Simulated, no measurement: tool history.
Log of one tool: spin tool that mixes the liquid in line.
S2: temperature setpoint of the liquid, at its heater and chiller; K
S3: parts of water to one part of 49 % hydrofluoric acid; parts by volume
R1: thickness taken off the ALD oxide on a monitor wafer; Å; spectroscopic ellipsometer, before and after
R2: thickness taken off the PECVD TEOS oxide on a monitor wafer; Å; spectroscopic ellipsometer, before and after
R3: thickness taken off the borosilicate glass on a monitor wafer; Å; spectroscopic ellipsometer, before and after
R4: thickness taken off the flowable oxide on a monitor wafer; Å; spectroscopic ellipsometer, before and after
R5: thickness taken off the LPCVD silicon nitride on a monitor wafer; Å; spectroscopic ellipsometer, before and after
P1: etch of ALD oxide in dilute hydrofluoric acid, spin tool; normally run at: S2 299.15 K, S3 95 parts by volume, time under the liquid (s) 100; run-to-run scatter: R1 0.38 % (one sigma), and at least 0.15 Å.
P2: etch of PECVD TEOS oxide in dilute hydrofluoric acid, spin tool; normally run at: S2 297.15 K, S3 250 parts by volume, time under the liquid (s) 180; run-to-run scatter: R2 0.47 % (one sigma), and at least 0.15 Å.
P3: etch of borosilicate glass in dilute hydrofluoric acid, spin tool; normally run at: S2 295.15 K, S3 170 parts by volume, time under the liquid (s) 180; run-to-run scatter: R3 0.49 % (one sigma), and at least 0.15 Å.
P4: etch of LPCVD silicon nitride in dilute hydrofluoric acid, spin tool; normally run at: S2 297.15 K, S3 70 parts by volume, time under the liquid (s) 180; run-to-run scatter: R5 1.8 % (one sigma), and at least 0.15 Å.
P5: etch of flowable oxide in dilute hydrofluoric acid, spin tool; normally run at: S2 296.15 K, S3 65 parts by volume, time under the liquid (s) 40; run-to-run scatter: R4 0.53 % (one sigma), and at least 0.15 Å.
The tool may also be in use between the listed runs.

run 1 day=0.412 | process_that_ran=P1 S2=299.15 S3=95 time_under_the_liquid_(s)=100 | R1=111.790
run 2 day=0.858 | process_that_ran=P1 S2=299.15 S3=95 time_under_the_liquid_(s)=100 | R1=111.710
run 3 day=1.225 | process_that_ran=P1 S2=299.15 S3=60 time_under_the_liquid_(s)=100 | R1=184.100
run 4 day=1.700 | process_that_ran=P2 S2=290.15 S3=250 time_under_the_liquid_(s)=180 | R2=46.706
run 5 day=2.200 | process_that_ran=P1 S2=299.15 S3=95 time_under_the_liquid_(s)=100 | R1=112.260
run 6 day=2.471 | process_that_ran=P1 S2=299.15 S3=95 time_under_the_liquid_(s)=100 | R1=111.530
run 7 day=2.950 | process_that_ran=P3 S2=295.15 S3=170 time_under_the_liquid_(s)=340 | R3=366.35
run 8 day=3.417 | process_that_ran=P3 S2=290.15 S3=170 time_under_the_liquid_(s)=180 | R3=159.79
-- day=3.800 thermometer replaced
run 9 day=3.921 | process_that_ran=P5 S2=290.15 S3=65 time_under_the_liquid_(s)=40 | R4=115.140
run 10 day=4.383 | process_that_ran=P4 S2=303.15 S3=70 time_under_the_liquid_(s)=180 | R5=17.0470
run 11 day=4.825 | process_that_ran=P3 S2=295.15 S3=290 time_under_the_liquid_(s)=180 | R3=101.93
run 12 day=5.312 | process_that_ran=P1 S2=299.15 S3=95 time_under_the_liquid_(s)=20 | R1=22.444
run 13 day=5.696 | process_that_ran=P4 S2=297.15 S3=70 time_under_the_liquid_(s)=180 | R5=11.3630
run 14 day=6.046 | process_that_ran=P1 S2=299.15 S3=95 time_under_the_liquid_(s)=100 | R1=111.420
run 15 day=6.346 | process_that_ran=P1 S2=292.15 S3=95 time_under_the_liquid_(s)=100 | R1=84.515
run 16 day=6.871 | process_that_ran=P2 S2=297.15 S3=250 time_under_the_liquid_(s)=180 | R2=60.372
run 17 day=7.400 | process_that_ran=P2 S2=297.15 S3=110 time_under_the_liquid_(s)=180 | R2=159.750
run 18 day=7.888 | process_that_ran=P3 S2=295.15 S3=170 time_under_the_liquid_(s)=180 | R3=194.37
run 19 day=8.392 | process_that_ran=P2 S2=297.15 S3=250 time_under_the_liquid_(s)=180 | R2=60.352
run 20 day=8.892 | process_that_ran=P5 S2=296.15 S3=65 time_under_the_liquid_(s)=40 | R4=147.810
run 21 day=9.350 | process_that_ran=P4 S2=297.15 S3=70 time_under_the_liquid_(s)=95 | R5=6.2841
run 22 day=9.712 | process_that_ran=P4 S2=297.15 S3=25 time_under_the_liquid_(s)=180 | R5=31.4870
run 23 day=9.988 | process_that_ran=P1 S2=306.65 S3=55 time_under_the_liquid_(s)=100 | R1=273.510
run 24 day=10.475 | process_that_ran=P5 S2=296.15 S3=110 time_under_the_liquid_(s)=40 | R4=83.151
run 25 day=10.921 | process_that_ran=P1 S2=304.15 S3=95 time_under_the_liquid_(s)=100 | R1=134.030
run 26 day=11.300 | process_that_ran=P1 S2=299.15 S3=155 time_under_the_liquid_(s)=100 | R1=63.574
run 27 day=11.546 | process_that_ran=P1 S2=299.15 S3=95 time_under_the_liquid_(s)=175 | R1=196.440
run 28 day=12.000 | process_that_ran=P2 S2=297.15 S3=250 time_under_the_liquid_(s)=35 | R2=11.909
run 29 day=12.517 | process_that_ran=P5 S2=296.15 S3=65 time_under_the_liquid_(s)=15 | R4=55.827
run 30 day=12.879 | process_that_ran=P1 S2=299.15 S3=95 time_under_the_liquid_(s)=100 | R1=110.710
run 31 day=13.212 | process_that_ran=P1 S2=299.15 S3=95 time_under_the_liquid_(s)=100 | R1=108.340
run 32 day=13.683 | process_that_ran=P1 S2=299.15 S3=95 time_under_the_liquid_(s)=100 | R1=107.390
run 33 day=14.133 | process_that_ran=P1 S2=299.15 S3=95 time_under_the_liquid_(s)=100 | R1=104.680
run 34 day=14.571 | process_that_ran=P1 S2=299.15 S3=95 time_under_the_liquid_(s)=100 | R1=103.130
run 35 day=15.012 | process_that_ran=P1 S2=299.15 S3=95 time_under_the_liquid_(s)=100 | R1=103.100
run 36 day=15.338 | process_that_ran=P1 S2=299.15 S3=95 time_under_the_liquid_(s)=100 | R1=102.650
run 37 day=15.783 | process_that_ran=P1 S2=299.15 S3=95 time_under_the_liquid_(s)=100 | R1=103.300
run 38 day=16.125 | process_that_ran=P1 S2=299.15 S3=95 time_under_the_liquid_(s)=100 | R1=102.860
run 39 day=16.646 | process_that_ran=P1 S2=299.15 S3=95 time_under_the_liquid_(s)=100 | R1=103.110
run 40 day=17.025 | process_that_ran=P1 S2=299.15 S3=95 time_under_the_liquid_(s)=100 | R1=102.600

What P1 gives has crept away from where it was. These 2 causes fit the log equally well, each at the size given:
A: liquid colder than its thermometer reads (K) = 2.21
B: hydrofluoric acid flow below the setpoint (%) = 7.44
The creep began at about day 12.879.

4 check runs are offered, each on 5 wafers whose results are averaged, their results left as question marks. Which one tells the causes apart?
run check 1 day=17.404 | process_that_ran=P4 S2=302.15 S3=25 time_under_the_liquid_(s)=180 | R5=?
run check 2 day=17.404 | process_that_ran=P5 S2=296.15 S3=85 time_under_the_liquid_(s)=20 | R4=?
run check 3 day=17.404 | process_that_ran=P2 S2=297.15 S3=135 time_under_the_liquid_(s)=80 | R2=?
run check 4 day=17.404 | process_that_ran=P3 S2=290.15 S3=170 time_under_the_liquid_(s)=295 | R3=?

What each check would give under each cause:
check=check_1 result=R5 if_A=37.9600 if_B=40.7980
check=check_2 result=R4 if_A=50.562 if_B=50.792
check=check_3 result=R2 if_A=51.737 if_B=51.553
check=check_4 result=R3 if_A=239.95 if_B=240.06
How far apart the two closest causes lie, in the result that separates them most: check 1 7.21 %; check 2 0.45 %; check 3 0.36 %; check 4 0.05 %
Check 1 tells the causes apart: in the others they would give nearly the same result.

Then check 1 was run and gave: R5 40.7300 Å. Which cause is it?

It is B: hydrofluoric acid flow below the setpoint (%).

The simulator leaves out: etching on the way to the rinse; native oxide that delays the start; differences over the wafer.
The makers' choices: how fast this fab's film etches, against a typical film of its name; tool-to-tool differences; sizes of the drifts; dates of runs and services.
